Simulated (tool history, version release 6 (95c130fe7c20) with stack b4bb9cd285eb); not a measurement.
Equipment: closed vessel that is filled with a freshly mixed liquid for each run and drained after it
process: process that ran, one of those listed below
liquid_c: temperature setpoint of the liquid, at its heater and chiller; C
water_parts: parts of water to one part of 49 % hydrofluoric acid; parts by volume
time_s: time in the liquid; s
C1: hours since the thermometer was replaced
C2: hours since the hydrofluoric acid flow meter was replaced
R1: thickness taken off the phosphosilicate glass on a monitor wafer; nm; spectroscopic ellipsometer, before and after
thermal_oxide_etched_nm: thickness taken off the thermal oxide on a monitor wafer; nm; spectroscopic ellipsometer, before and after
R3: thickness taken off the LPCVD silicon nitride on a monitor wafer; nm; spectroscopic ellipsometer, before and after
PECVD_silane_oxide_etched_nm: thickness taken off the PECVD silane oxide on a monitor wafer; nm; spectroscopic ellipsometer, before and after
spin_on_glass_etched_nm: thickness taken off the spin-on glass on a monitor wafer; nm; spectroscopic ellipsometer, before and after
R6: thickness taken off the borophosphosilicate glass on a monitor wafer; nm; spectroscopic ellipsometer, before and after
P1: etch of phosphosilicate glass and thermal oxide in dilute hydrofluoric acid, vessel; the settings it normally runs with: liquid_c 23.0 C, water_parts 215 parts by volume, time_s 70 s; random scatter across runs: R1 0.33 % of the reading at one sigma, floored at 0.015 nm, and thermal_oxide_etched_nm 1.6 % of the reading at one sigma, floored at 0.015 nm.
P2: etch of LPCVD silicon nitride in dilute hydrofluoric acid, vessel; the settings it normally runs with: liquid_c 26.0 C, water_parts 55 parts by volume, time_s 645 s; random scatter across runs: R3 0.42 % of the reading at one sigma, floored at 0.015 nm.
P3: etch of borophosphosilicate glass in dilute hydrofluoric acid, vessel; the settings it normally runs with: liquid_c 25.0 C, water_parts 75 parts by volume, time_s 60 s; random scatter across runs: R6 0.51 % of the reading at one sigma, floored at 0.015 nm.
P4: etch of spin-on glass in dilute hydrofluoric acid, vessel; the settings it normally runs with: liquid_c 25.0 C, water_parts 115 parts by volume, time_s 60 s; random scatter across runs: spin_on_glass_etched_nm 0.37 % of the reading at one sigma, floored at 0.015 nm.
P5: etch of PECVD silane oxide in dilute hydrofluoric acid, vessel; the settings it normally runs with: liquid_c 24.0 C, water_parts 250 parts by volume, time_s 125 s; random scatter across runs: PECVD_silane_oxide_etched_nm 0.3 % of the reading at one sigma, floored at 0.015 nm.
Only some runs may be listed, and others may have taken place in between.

Run 1, hour 7.8: process P1, liquid_c 23.0 C, water_parts 215 parts by volume, time_s 70 s; C1 218.4; C2 1519.6. Result: R1 21.8840 nm, thermal_oxide_etched_nm 1.27920 nm.
Run 2, hour 21.2: process P2, liquid_c 26.0 C, water_parts 55 parts by volume, time_s 30 s; C1 231.8; C2 1533.0. Result: R3 0.32178 nm.
Run 3, hour 29.3: process P5, liquid_c 24.0 C, water_parts 250 parts by volume, time_s 125 s; C1 239.9; C2 1541.1. Result: PECVD_silane_oxide_etched_nm 13.7750 nm.
Run 4, hour 40.9: process P2, liquid_c 26.0 C, water_parts 25 parts by volume, time_s 645 s; C1 251.5; C2 1552.7. Result: R3 15.44100 nm.
Run 5, hour 53.8: process P1, liquid_c 23.0 C, water_parts 215 parts by volume, time_s 70 s; C1 264.4; C2 1565.6. Result: R1 21.9750 nm, thermal_oxide_etched_nm 1.24380 nm.
Run 6, hour 64.8: process P5, liquid_c 19.0 C, water_parts 250 parts by volume, time_s 125 s; C1 275.4; C2 1576.6. Result: PECVD_silane_oxide_etched_nm 11.3830 nm.
Run 7, hour 75.7: process P4, liquid_c 25.0 C, water_parts 115 parts by volume, time_s 30 s; C1 286.3; C2 1587.5. Result: spin_on_glass_etched_nm 7.1205 nm.
Run 8, hour 89.3: process P1, liquid_c 23.0 C, water_parts 215 parts by volume, time_s 70 s; C1 299.9; C2 1601.1. Result: R1 22.0050 nm, thermal_oxide_etched_nm 1.31000 nm.
Run 9, hour 99.9: process P1, liquid_c 23.0 C, water_parts 215 parts by volume, time_s 70 s; C1 310.5; C2 1611.7. Result: R1 22.0410 nm, thermal_oxide_etched_nm 1.29250 nm.
Run 10, hour 111.9: process P1, liquid_c 23.0 C, water_parts 215 parts by volume, time_s 70 s; C1 322.5; C2 1623.7. Result: R1 22.1030 nm, thermal_oxide_etched_nm 1.27060 nm.
Run 11, hour 118.9: process P3, liquid_c 25.0 C, water_parts 120 parts by volume, time_s 60 s; C1 329.5; C2 1630.7. Result: R6 21.486 nm.
Run 12, hour 128.7: process P1, liquid_c 27.0 C, water_parts 315 parts by volume, time_s 70 s; C1 339.3; C2 1640.5. Result: R1 15.6010 nm, thermal_oxide_etched_nm 0.88579 nm.
Run 13, hour 137.6: process P4, liquid_c 20.5 C, water_parts 115 parts by volume, time_s 60 s; C1 348.2; C2 1649.4. Result: spin_on_glass_etched_nm 11.8130 nm.
Run 14, hour 151.0: process P1, liquid_c 19.0 C, water_parts 215 parts by volume, time_s 70 s; C1 361.6; C2 1662.8. Result: R1 18.9020 nm, thermal_oxide_etched_nm 1.09160 nm.
Run 15, hour 158.6: process P2, liquid_c 18.0 C, water_parts 55 parts by volume, time_s 645 s; C1 369.2; C2 1670.4. Result: R3 4.12030 nm.
Run 16, hour 166.3: process P1, liquid_c 29.0 C, water_parts 215 parts by volume, time_s 110 s; C1 376.9; C2 1678.1. Result: R1 43.1260 nm, thermal_oxide_etched_nm 2.47560 nm.
Run 17, hour 176.6: process P5, liquid_c 24.0 C, water_parts 250 parts by volume, time_s 125 s; C1 387.2; C2 1688.4. Result: PECVD_silane_oxide_etched_nm 13.6450 nm.
Run 18, hour 187.9: process P4, liquid_c 25.0 C, water_parts 115 parts by volume, time_s 60 s; C1 398.5; C2 1699.7. Result: spin_on_glass_etched_nm 14.0820 nm.
Run 19, hour 193.9: process P1, liquid_c 23.0 C, water_parts 300 parts by volume, time_s 70 s; C1 404.5; C2 1705.7. Result: R1 14.4900 nm, thermal_oxide_etched_nm 0.81682 nm.
Run 20, hour 200.6: process P1, liquid_c 23.0 C, water_parts 215 parts by volume, time_s 70 s; C1 411.2; C2 1712.4. Result: R1 21.9150 nm, thermal_oxide_etched_nm 1.25910 nm.
Run 21, hour 212.9: process P2, liquid_c 26.0 C, water_parts 55 parts by volume, time_s 645 s; C1 423.5; C2 1724.7. Result: R3 7.16460 nm.
Run 22, hour 220.3: process P1, liquid_c 23.0 C, water_parts 215 parts by volume, time_s 130 s; C1 430.9; C2 1732.1. Result: R1 40.8770 nm, thermal_oxide_etched_nm 2.37220 nm.
Run 23, hour 232.8: process P3, liquid_c 25.0 C, water_parts 75 parts by volume, time_s 60 s; C1 443.4; C2 1744.6. Result: R6 36.161 nm.
Run 24, hour 240.4: process P1, liquid_c 29.0 C, water_parts 215 parts by volume, time_s 70 s; C1 451.0; C2 1752.2. Result: R1 27.3670 nm, thermal_oxide_etched_nm 1.57400 nm.
Run 25, hour 248.9: process P4, liquid_c 25.0 C, water_parts 115 parts by volume, time_s 60 s; C1 459.5; C2 1760.7. Result: spin_on_glass_etched_nm 14.1040 nm.
Run 26, hour 260.8: process P3, liquid_c 33.0 C, water_parts 75 parts by volume, time_s 60 s; C1 471.4; C2 1772.6. Result: R6 49.446 nm.
Run 27, hour 268.0: process P4, liquid_c 25.0 C, water_parts 215 parts by volume, time_s 60 s; C1 478.6; C2 1779.8. Result: spin_on_glass_etched_nm 6.7364 nm.
At hour 274.6: hydrofluoric acid flow meter replaced.
Run 28, hour 280.2: process P5, liquid_c 24.0 C, water_parts 250 parts by volume, time_s 35 s; C1 490.8; C2 5.6. Result: PECVD_silane_oxide_etched_nm 3.8443 nm.
Run 29, hour 293.4: process P1, liquid_c 23.0 C, water_parts 100 parts by volume, time_s 70 s; C1 504.0; C2 18.8. Result: R1 53.9700 nm, thermal_oxide_etched_nm 3.06170 nm.
Run 30, hour 304.2: process P5, liquid_c 24.0 C, water_parts 365 parts by volume, time_s 125 s; C1 514.8; C2 29.6. Result: PECVD_silane_oxide_etched_nm 8.3702 nm.
Run 31, hour 313.9: process P1, liquid_c 23.0 C, water_parts 215 parts by volume, time_s 70 s; C1 524.5; C2 39.3. Result: R1 21.9510 nm, thermal_oxide_etched_nm 1.28190 nm.
Run 32, hour 319.9: process P1, liquid_c 23.0 C, water_parts 215 parts by volume, time_s 30 s; C1 530.5; C2 45.3. Result: R1 9.4185 nm, thermal_oxide_etched_nm 0.54624 nm.
Run 33, hour 333.5: process P3, liquid_c 25.0 C, water_parts 75 parts by volume, time_s 110 s; C1 544.1; C2 58.9. Result: R6 66.186 nm.
Run 34, hour 344.8: process P1, liquid_c 23.0 C, water_parts 215 parts by volume, time_s 70 s; C1 555.4; C2 70.2. Result: R1 21.8920 nm, thermal_oxide_etched_nm 1.28140 nm.
Run 35, hour 354.6: process P1, liquid_c 23.0 C, water_parts 215 parts by volume, time_s 70 s; C1 565.2; C2 80.0. Result: R1 21.4390 nm, thermal_oxide_etched_nm 1.30470 nm.
Run 36, hour 361.6: process P1, liquid_c 23.0 C, water_parts 215 parts by volume, time_s 70 s; C1 572.2; C2 87.0. Result: R1 21.1820 nm, thermal_oxide_etched_nm 1.22910 nm.
Run 37, hour 369.1: process P1, liquid_c 23.0 C, water_parts 215 parts by volume, time_s 70 s; C1 579.7; C2 94.5. Result: R1 21.2330 nm, thermal_oxide_etched_nm 1.18680 nm.
Run 38, hour 375.2: process P1, liquid_c 23.0 C, water_parts 215 parts by volume, time_s 70 s; C1 585.8; C2 100.6. Result: R1 21.0370 nm, thermal_oxide_etched_nm 1.21370 nm.
Run 39, hour 387.7: process P1, liquid_c 23.0 C, water_parts 215 parts by volume, time_s 70 s; C1 598.3; C2 113.1. Result: R1 21.0410 nm, thermal_oxide_etched_nm 1.23900 nm.
Run 40, hour 398.0: process P1, liquid_c 23.0 C, water_parts 215 parts by volume, time_s 70 s; C1 608.6; C2 123.4. Result: R1 20.9780 nm, thermal_oxide_etched_nm 1.21530 nm.
Run 41, hour 409.5: process P1, liquid_c 23.0 C, water_parts 215 parts by volume, time_s 70 s; C1 620.1; C2 134.9. Result: R1 20.8680 nm, thermal_oxide_etched_nm 1.19380 nm.
Run 42, hour 421.4: process P1, liquid_c 23.0 C, water_parts 215 parts by volume, time_s 70 s; C1 632.0; C2 146.8. Result: R1 20.9470 nm, thermal_oxide_etched_nm 1.22620 nm.

The log shows P1 creeping away from where it was. Any of the 2 causes listed here, at the size stated for it, fits the log just as well as the others:
A: liquid colder than its thermometer reads (K) = 1.41
B: hydrofluoric acid flow below the setpoint (%) = 4.19
The creep began at about hour 344.8.

Which of the check runs below tells the causes apart, meaning the causes would give it clearly different results? Each run uses 3 wafers whose results are averaged, and each result is shown as a question mark.
Run check 1, hour 433.3: process P2, liquid_c 21.0 C, water_parts 55 parts by volume, time_s 170 s. Result: R3 ?.
Run check 2, hour 433.3: process P3, liquid_c 25.0 C, water_parts 110 parts by volume, time_s 110 s. Result: R6 ?.
Run check 3, hour 433.3: process P4, liquid_c 25.0 C, water_parts 170 parts by volume, time_s 60 s. Result: spin_on_glass_etched_nm ?.
Run check 4, hour 433.3: process P5, liquid_c 19.5 C, water_parts 250 parts by volume, time_s 50 s. Result: PECVD_silane_oxide_etched_nm ?.

What each check would give under each cause:
  check                        result     if A     if B
check 1                            R3  1.22330  1.29340
check 2                            R6   40.931   41.200
check 3       spin_on_glass_etched_nm   8.5207   8.5360
check 4  PECVD_silane_oxide_etched_nm   4.4032   4.4068
Distance between the nearest two causes, measured in the result of the check that separates them most: check 1 5.57 %; check 2 0.66 %; check 3 0.18 %; check 4 0.08 %
Of the check runs offered, only check 1 discriminates between the causes; the rest would read about the same regardless of which cause applies.

Check 1 was then run and gave: R3 1.30230 nm. Which cause is it?

The cause is B: hydrofluoric acid flow below the setpoint (%).
